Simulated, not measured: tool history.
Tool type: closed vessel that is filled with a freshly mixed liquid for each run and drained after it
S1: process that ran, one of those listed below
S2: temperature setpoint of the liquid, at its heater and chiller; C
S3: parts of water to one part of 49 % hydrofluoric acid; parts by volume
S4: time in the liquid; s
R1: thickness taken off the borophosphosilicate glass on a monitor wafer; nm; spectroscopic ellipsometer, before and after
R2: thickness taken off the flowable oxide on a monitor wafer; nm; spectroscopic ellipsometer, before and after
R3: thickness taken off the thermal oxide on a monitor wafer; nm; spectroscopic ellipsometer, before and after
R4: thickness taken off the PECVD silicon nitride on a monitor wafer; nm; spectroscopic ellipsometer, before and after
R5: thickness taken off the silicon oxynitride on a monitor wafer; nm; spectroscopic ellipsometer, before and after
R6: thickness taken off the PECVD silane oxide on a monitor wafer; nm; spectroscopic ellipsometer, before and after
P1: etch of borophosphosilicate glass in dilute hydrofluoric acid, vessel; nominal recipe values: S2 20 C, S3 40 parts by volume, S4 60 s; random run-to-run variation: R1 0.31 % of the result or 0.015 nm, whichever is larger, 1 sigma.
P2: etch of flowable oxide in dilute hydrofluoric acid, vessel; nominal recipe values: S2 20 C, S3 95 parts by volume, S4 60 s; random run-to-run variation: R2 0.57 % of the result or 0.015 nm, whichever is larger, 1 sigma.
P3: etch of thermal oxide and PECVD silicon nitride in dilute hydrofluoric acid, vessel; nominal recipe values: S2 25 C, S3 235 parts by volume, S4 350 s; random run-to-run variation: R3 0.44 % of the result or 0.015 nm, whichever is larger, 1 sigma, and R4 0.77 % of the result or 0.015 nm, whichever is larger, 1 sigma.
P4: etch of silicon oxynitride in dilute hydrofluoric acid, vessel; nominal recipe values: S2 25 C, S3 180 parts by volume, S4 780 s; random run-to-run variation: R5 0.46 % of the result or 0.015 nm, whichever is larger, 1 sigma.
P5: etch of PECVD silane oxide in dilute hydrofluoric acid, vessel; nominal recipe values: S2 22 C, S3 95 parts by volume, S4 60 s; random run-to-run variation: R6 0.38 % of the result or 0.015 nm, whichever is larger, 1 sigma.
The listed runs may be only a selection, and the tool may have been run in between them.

run 1 day=0.417 | S1=P1 S2=20 S3=40 S4=60 | R1=34.73
run 2 day=0.917 | S1=P1 S2=20 S3=40 S4=30 | R1=17.304
run 3 day=1.533 | S1=P2 S2=17 S3=95 S4=60 | R2=15.641
run 4 day=2.296 | S1=P2 S2=20 S3=95 S4=95 | R2=27.55
run 5 day=2.946 | S1=P3 S2=25 S3=235 S4=350 | R3=6.2217 R4=2.8055
run 6 day=3.579 | S1=P1 S2=25 S3=40 S4=60 | R1=42.894
run 7 day=4.333 | S1=P1 S2=20 S3=20 S4=60 | R1=71.565
run 8 day=4.742 | S1=P1 S2=20 S3=40 S4=60 | R1=34.773
run 9 day=5.346 | S1=P1 S2=17 S3=40 S4=95 | R1=48.568
run 10 day=5.742 | S1=P3 S2=25 S3=105 S4=350 | R3=16.027 R4=6.3234
run 11 day=6.262 | S1=P3 S2=30 S3=235 S4=350 | R3=7.3041 R4=3.8457
run 12 day=7.042 | S1=P2 S2=20 S3=20 S4=60 | R2=90.773
run 13 day=7.708 | S1=P4 S2=25 S3=105 S4=780 | R5=16.729
run 14 day=8.425 | S1=P1 S2=20 S3=60 S4=60 | R1=22.807
run 15 day=9.154 | S1=P5 S2=22 S3=95 S4=60 | R6=27.032
run 16 day=9.946 | S1=P1 S2=20 S3=40 S4=60 | R1=34.786
run 17 day=10.562 | S1=P1 S2=20 S3=40 S4=60 | R1=34.826
run 18 day=11.2 | S1=P4 S2=17.5 S3=180 S4=780 | R5=6.4842
run 19 day=11.962 | S1=P4 S2=25 S3=180 S4=780 | R5=9.1572
run 20 day=12.492 | S1=P2 S2=20 S3=95 S4=60 | R2=17.526
run 21 day=12.842 | S1=P4 S2=25 S3=180 S4=1565 | R5=18.323
run 22 day=13.312 | S1=P4 S2=25 S3=180 S4=780 | R5=9.1631
run 23 day=13.879 | S1=P1 S2=17 S3=40 S4=60 | R1=30.52
run 24 day=14.225 | S1=P1 S2=20 S3=40 S4=85 | R1=49.343
run 25 day=14.621 | S1=P5 S2=22 S3=95 S4=95 | R6=43.106
run 26 day=15.112 | S1=P1 S2=20 S3=40 S4=60 | R1=34.957
run 27 day=15.529 | S1=P5 S2=17 S3=95 S4=60 | R6=22.182
run 28 day=15.879 | S1=P3 S2=25 S3=235 S4=30 | R3=0.53214 R4=0.22519
run 29 day=16.275 | S1=P5 S2=22 S3=20 S4=60 | R6=141.62
run 30 day=16.675 | S1=P2 S2=20 S3=95 S4=60 | R2=17.592
run 31 day=17.388 | S1=P1 S2=20 S3=40 S4=60 | R1=34.722
run 32 day=17.9 | S1=P1 S2=20 S3=40 S4=60 | R1=33.578
run 33 day=18.529 | S1=P1 S2=20 S3=40 S4=60 | R1=32.953
run 34 day=19.246 | S1=P1 S2=20 S3=40 S4=60 | R1=32.402
run 35 day=20.033 | S1=P1 S2=20 S3=40 S4=60 | R1=32.266
run 36 day=20.729 | S1=P1 S2=20 S3=40 S4=60 | R1=31.82
run 37 day=21.312 | S1=P1 S2=20 S3=40 S4=60 | R1=31.942
run 38 day=21.842 | S1=P1 S2=20 S3=40 S4=60 | R1=31.987

P1 has crept away from where it was. The log is fitted equally well by each of these 2 causes, at the sizes shown:
A: liquid colder than its thermometer reads (K) = 1.93
B: hydrofluoric acid flow below the setpoint (%) = 7.59
The onset of the drift is placed at about day 17.388.

Each of the check runs listed below is run on 3 wafers and reports their average, with the results left as question marks. Pick the one under which the possible causes would lead to clearly different results.
run check 1 day=22.371 | S1=P2 S2=17 S3=95 S4=60 | R2=?
run check 2 day=22.371 | S1=P5 S2=22 S3=40 S4=60 | R6=?
run check 3 day=22.371 | S1=P4 S2=22 S3=180 S4=1525 | R5=?
run check 4 day=22.371 | S1=P3 S2=25 S3=130 S4=150 | R3=? R4=?

Expected result of each check under each candidate cause:
check=check_1 result=R2 if_A=14.282 if_B=14.216
check=check_2 result=R6 if_A=63.692 if_B=63.608
check=check_3 result=R5 if_A=14.278 if_B=14.282
check=check_4 result=R3 if_A=4.9895 if_B=4.9058
check=check_4 result=R4 if_A=1.91 if_B=2.0022
Distance between the nearest two causes, measured in the result of the check that separates them most: check 1 0.47 %; check 2 0.13 %; check 3 0.02 %; check 4 4.71 %
The other checks would show nearly matching results whichever cause is true, so check 4 is the only one that separates the causes.

Running check 4 produced the following: R3 4.9993 nm; R4 1.9303 nm. Which one of the listed causes fits?

It is A: liquid colder than its thermometer reads (K).

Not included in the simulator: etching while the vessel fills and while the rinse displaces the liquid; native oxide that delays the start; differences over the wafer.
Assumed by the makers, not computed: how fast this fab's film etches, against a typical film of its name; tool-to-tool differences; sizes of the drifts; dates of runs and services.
